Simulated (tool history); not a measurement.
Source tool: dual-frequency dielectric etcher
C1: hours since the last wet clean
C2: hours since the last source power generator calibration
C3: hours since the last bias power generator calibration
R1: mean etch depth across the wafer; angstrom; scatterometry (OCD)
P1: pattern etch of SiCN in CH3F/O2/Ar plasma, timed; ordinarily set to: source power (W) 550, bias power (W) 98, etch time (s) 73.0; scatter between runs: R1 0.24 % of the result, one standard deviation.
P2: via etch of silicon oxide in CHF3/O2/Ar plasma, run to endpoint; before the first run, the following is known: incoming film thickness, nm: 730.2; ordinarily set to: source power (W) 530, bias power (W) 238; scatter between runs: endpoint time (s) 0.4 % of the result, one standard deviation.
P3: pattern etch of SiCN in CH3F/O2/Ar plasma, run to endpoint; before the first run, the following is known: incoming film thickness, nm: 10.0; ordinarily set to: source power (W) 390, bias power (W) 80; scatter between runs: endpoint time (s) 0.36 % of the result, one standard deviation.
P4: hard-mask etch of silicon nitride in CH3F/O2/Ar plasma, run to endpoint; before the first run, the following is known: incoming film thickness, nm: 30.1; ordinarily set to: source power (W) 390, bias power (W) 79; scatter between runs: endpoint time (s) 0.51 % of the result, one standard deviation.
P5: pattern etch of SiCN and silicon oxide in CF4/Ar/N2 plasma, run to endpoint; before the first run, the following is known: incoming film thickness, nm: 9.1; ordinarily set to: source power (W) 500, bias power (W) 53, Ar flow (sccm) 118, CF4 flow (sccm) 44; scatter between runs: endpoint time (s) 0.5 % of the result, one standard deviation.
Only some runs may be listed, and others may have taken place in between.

run 1 day=0.283 | process_that_ran=P1 source_power_(W)=550 bias_power_(W)=98 etch_time_(s)=73.0 | C1=322.0 C2=2054.0 C3=2607.6 | R1=343.27
run 2 day=0.642 | process_that_ran=P4 source_power_(W)=390 bias_power_(W)=109 | C1=330.6 C2=2062.6 C3=2616.2 | endpoint_time_(s)=37.6910
run 3 day=0.979 | process_that_ran=P1 source_power_(W)=770 bias_power_(W)=98 etch_time_(s)=73.0 | C1=338.7 C2=2070.7 C3=2624.3 | R1=388.87
run 4 day=1.292 | process_that_ran=P4 source_power_(W)=550 bias_power_(W)=79 | C1=346.2 C2=2078.2 C3=2631.8 | endpoint_time_(s)=37.1440
run 5 day=1.654 | process_that_ran=P3 source_power_(W)=390 bias_power_(W)=80 | C1=354.9 C2=2086.9 C3=2640.5 | endpoint_time_(s)=25.8610
run 6 day=2.292 | process_that_ran=P1 source_power_(W)=550 bias_power_(W)=125 etch_time_(s)=73.0 | C1=370.2 C2=2102.2 C3=2655.8 | R1=376.46
run 7 day=2.904 | process_that_ran=P2 source_power_(W)=530 bias_power_(W)=238 | C1=384.9 C2=2116.9 C3=2670.5 | endpoint_time_(s)=336.0300
run 8 day=3.346 | process_that_ran=P3 source_power_(W)=550 bias_power_(W)=80 | C1=395.5 C2=2127.5 C3=2681.1 | endpoint_time_(s)=22.7790
run 9 day=3.838 | process_that_ran=P1 source_power_(W)=550 bias_power_(W)=98 etch_time_(s)=73.0 | C1=407.3 C2=2139.3 C3=2692.9 | R1=342.38
run 10 day=4.179 | process_that_ran=P5 source_power_(W)=500 bias_power_(W)=53 Ar_flow_(sccm)=142 CF4_flow_(sccm)=44 | C1=415.5 C2=2147.5 C3=2701.1 | endpoint_time_(s)=12.2570
run 11 day=4.729 | process_that_ran=P1 source_power_(W)=450 bias_power_(W)=73 etch_time_(s)=73.0 | C1=428.7 C2=2160.7 C3=2714.3 | R1=286.31
run 12 day=5.279 | process_that_ran=P5 source_power_(W)=500 bias_power_(W)=53 Ar_flow_(sccm)=118 CF4_flow_(sccm)=44 | C1=441.9 C2=2173.9 C3=2727.5 | endpoint_time_(s)=11.7830
run 13 day=5.775 | process_that_ran=P1 source_power_(W)=410 bias_power_(W)=98 etch_time_(s)=73.0 | C1=453.8 C2=2185.8 C3=2739.4 | R1=306.57
run 14 day=6.346 | process_that_ran=P1 source_power_(W)=550 bias_power_(W)=98 etch_time_(s)=73.0 | C1=467.5 C2=2199.5 C3=2753.1 | R1=343.14
run 15 day=6.883 | process_that_ran=P1 source_power_(W)=550 bias_power_(W)=98 etch_time_(s)=93.5 | C1=480.4 C2=2212.4 C3=2766.0 | R1=439.25
-- day=7.421 bias power generator calibrated
run 16 day=7.454 | process_that_ran=P1 source_power_(W)=550 bias_power_(W)=98 etch_time_(s)=73.0 | C1=494.1 C2=2226.1 C3=0.9 | R1=341.99
run 17 day=7.925 | process_that_ran=P3 source_power_(W)=390 bias_power_(W)=108 | C1=505.4 C2=2237.4 C3=12.2 | endpoint_time_(s)=23.2000
run 18 day=8.267 | process_that_ran=P1 source_power_(W)=670 bias_power_(W)=98 etch_time_(s)=88.0 | C1=513.6 C2=2245.6 C3=20.4 | R1=444.06
run 19 day=8.808 | process_that_ran=P5 source_power_(W)=500 bias_power_(W)=53 Ar_flow_(sccm)=118 CF4_flow_(sccm)=44 | C1=526.6 C2=2258.6 C3=33.4 | endpoint_time_(s)=11.8470
run 20 day=9.346 | process_that_ran=P1 source_power_(W)=550 bias_power_(W)=98 etch_time_(s)=73.0 | C1=539.5 C2=2271.5 C3=46.3 | R1=342.37
run 21 day=9.742 | process_that_ran=P5 source_power_(W)=500 bias_power_(W)=53 Ar_flow_(sccm)=118 CF4_flow_(sccm)=28 | C1=549.0 C2=2281.0 C3=55.8 | endpoint_time_(s)=12.8940
run 22 day=10.392 | process_that_ran=P1 source_power_(W)=550 bias_power_(W)=98 etch_time_(s)=73.0 | C1=564.6 C2=2296.6 C3=71.4 | R1=343.28
run 23 day=10.746 | process_that_ran=P5 source_power_(W)=690 bias_power_(W)=53 Ar_flow_(sccm)=118 CF4_flow_(sccm)=44 | C1=573.1 C2=2305.1 C3=79.9 | endpoint_time_(s)=8.9971
-- day=11.188 source power generator calibrated
run 24 day=11.288 | process_that_ran=P2 source_power_(W)=530 bias_power_(W)=306 | C1=586.1 C2=2.5 C3=92.9 | endpoint_time_(s)=307.2800
run 25 day=11.775 | process_that_ran=P1 source_power_(W)=550 bias_power_(W)=77 etch_time_(s)=73.0 | C1=597.8 C2=14.2 C3=104.6 | R1=314.93
run 26 day=12.229 | process_that_ran=P4 source_power_(W)=390 bias_power_(W)=79 | C1=608.7 C2=25.1 C3=115.5 | endpoint_time_(s)=42.3210

Run 27 is up next; what results do you expect?
run 27 day=12.650 | process_that_ran=P2 source_power_(W)=320 bias_power_(W)=238 | C1=618.8 C2=35.2 C3=125.6 | endpoint_time_(s)=?

Run 27 yielded endpoint time (s) 404.9300.
